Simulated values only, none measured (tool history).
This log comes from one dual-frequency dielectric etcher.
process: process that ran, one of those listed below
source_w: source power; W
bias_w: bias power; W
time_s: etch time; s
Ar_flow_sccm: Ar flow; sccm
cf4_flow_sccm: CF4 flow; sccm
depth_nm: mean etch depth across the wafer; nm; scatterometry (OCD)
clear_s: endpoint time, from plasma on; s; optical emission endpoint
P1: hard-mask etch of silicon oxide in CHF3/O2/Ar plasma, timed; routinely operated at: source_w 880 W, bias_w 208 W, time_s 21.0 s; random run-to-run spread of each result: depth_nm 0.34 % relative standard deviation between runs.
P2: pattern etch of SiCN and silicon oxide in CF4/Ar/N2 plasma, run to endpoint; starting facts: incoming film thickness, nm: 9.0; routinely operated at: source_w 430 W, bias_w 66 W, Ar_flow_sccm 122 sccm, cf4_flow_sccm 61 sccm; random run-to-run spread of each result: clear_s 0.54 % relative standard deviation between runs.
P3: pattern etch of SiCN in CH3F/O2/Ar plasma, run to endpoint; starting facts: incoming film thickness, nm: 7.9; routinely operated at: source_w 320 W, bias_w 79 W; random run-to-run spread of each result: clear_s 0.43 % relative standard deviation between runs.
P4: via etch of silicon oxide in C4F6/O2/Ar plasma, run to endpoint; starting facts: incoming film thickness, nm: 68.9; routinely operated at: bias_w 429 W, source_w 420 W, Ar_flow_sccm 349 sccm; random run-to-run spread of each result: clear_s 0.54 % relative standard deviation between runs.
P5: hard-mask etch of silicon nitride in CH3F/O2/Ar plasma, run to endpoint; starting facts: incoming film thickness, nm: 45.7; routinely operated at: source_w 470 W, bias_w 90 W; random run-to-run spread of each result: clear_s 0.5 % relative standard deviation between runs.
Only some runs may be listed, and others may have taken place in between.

{"run": 1, "hour": 9.9, "process": "P1", "source_w": 880, "bias_w": 208, "time_s": 21.0, "depth_nm": 50.681}
{"run": 2, "hour": 17.9, "process": "P1", "source_w": 610, "bias_w": 208, "time_s": 29.5, "depth_nm": 61.648}
{"run": 3, "hour": 23.0, "process": "P2", "source_w": 430, "bias_w": 66, "Ar_flow_sccm": 122, "cf4_flow_sccm": 61, "clear_s": 12.009}
{"run": 4, "hour": 31.9, "process": "P1", "source_w": 1240, "bias_w": 208, "time_s": 21.0, "depth_nm": 57.981}
{"run": 5, "hour": 43.2, "process": "P1", "source_w": 880, "bias_w": 278, "time_s": 21.0, "depth_nm": 55.716}
{"run": 6, "hour": 53.9, "process": "P2", "source_w": 430, "bias_w": 66, "Ar_flow_sccm": 96, "cf4_flow_sccm": 61, "clear_s": 11.531}
{"run": 7, "hour": 63.5, "process": "P2", "source_w": 430, "bias_w": 66, "Ar_flow_sccm": 122, "cf4_flow_sccm": 61, "clear_s": 12.065}
{"run": 8, "hour": 68.8, "process": "P1", "source_w": 520, "bias_w": 208, "time_s": 21.0, "depth_nm": 41.395}
{"run": 9, "hour": 77.3, "process": "P2", "source_w": 340, "bias_w": 66, "Ar_flow_sccm": 122, "cf4_flow_sccm": 61, "clear_s": 14.778}
{"run": 10, "hour": 88.3, "process": "P1", "source_w": 570, "bias_w": 284, "time_s": 21.0, "depth_nm": 47.602}
{"run": 11, "hour": 96.5, "process": "P1", "source_w": 880, "bias_w": 208, "time_s": 14.0, "depth_nm": 33.671}
{"run": 12, "hour": 106.4, "process": "P1", "source_w": 880, "bias_w": 208, "time_s": 21.0, "depth_nm": 50.588}
{"run": 13, "hour": 117.6, "process": "P1", "source_w": 880, "bias_w": 208, "time_s": 29.0, "depth_nm": 69.687}
{"run": 14, "hour": 128.0, "process": "P1", "source_w": 880, "bias_w": 208, "time_s": 21.0, "depth_nm": 50.801}
{"run": 15, "hour": 138.3, "process": "P1", "source_w": 880, "bias_w": 208, "time_s": 21.0, "depth_nm": 50.494}
{"run": 16, "hour": 147.1, "process": "P4", "source_w": 540, "bias_w": 429, "Ar_flow_sccm": 349, "clear_s": 14.485}
{"run": 17, "hour": 155.9, "process": "P3", "source_w": 220, "bias_w": 79, "clear_s": 25.706}
{"run": 18, "hour": 162.3, "process": "P4", "source_w": 420, "bias_w": 429, "Ar_flow_sccm": 349, "clear_s": 15.725}
{"run": 19, "hour": 172.7, "process": "P5", "source_w": 470, "bias_w": 90, "clear_s": 59.412}
{"run": 20, "hour": 182.2, "process": "P1", "source_w": 880, "bias_w": 153, "time_s": 21.0, "depth_nm": 45.672}
{"run": 21, "hour": 191.5, "process": "P1", "source_w": 880, "bias_w": 208, "time_s": 21.0, "depth_nm": 50.388}
{"run": 22, "hour": 200.7, "process": "P3", "source_w": 320, "bias_w": 50, "clear_s": 26.32}
{"run": 23, "hour": 208.0, "process": "P4", "source_w": 420, "bias_w": 429, "Ar_flow_sccm": 278, "clear_s": 15.641}
{"run": 24, "hour": 213.1, "process": "P2", "source_w": 430, "bias_w": 66, "Ar_flow_sccm": 122, "cf4_flow_sccm": 45, "clear_s": 12.567}
{"run": 25, "hour": 221.4, "process": "P4", "source_w": 420, "bias_w": 321, "Ar_flow_sccm": 349, "clear_s": 17.6}
{"run": 26, "hour": 227.4, "process": "P4", "source_w": 420, "bias_w": 429, "Ar_flow_sccm": 349, "clear_s": 15.83}
{"run": 27, "hour": 236.0, "process": "P2", "source_w": 430, "bias_w": 53, "Ar_flow_sccm": 122, "cf4_flow_sccm": 61, "clear_s": 13.008}
{"hour": 238.3, "done": "bias power generator calibrated"}
{"run": 28, "hour": 241.3, "process": "P5", "source_w": 610, "bias_w": 90, "clear_s": 53.779}
{"run": 29, "hour": 252.8, "process": "P5", "source_w": 470, "bias_w": 69, "clear_s": 64.411}
{"run": 30, "hour": 259.1, "process": "P3", "source_w": 320, "bias_w": 79, "clear_s": 22.582}
{"run": 31, "hour": 264.9, "process": "P1", "source_w": 880, "bias_w": 208, "time_s": 21.0, "depth_nm": 50.761}
{"run": 32, "hour": 272.5, "process": "P1", "source_w": 880, "bias_w": 208, "time_s": 21.0, "depth_nm": 49.923}
{"run": 33, "hour": 282.4, "process": "P1", "source_w": 880, "bias_w": 208, "time_s": 21.0, "depth_nm": 49.804}
{"run": 34, "hour": 288.2, "process": "P1", "source_w": 880, "bias_w": 208, "time_s": 21.0, "depth_nm": 49.718}
{"run": 35, "hour": 295.8, "process": "P1", "source_w": 880, "bias_w": 208, "time_s": 21.0, "depth_nm": 49.501}
{"hour": 300.6, "done": "wet clean of the chamber"}
{"run": 36, "hour": 304.4, "process": "P1", "source_w": 880, "bias_w": 208, "time_s": 21.0, "depth_nm": 49.937}

For run 37, what comes out?
{"run": 37, "hour": 315.4, "process": "P1", "source_w": 880, "bias_w": 208, "time_s": 21.0, "depth_nm": "?"}

{"run 37": {"depth_nm": 49.613}}
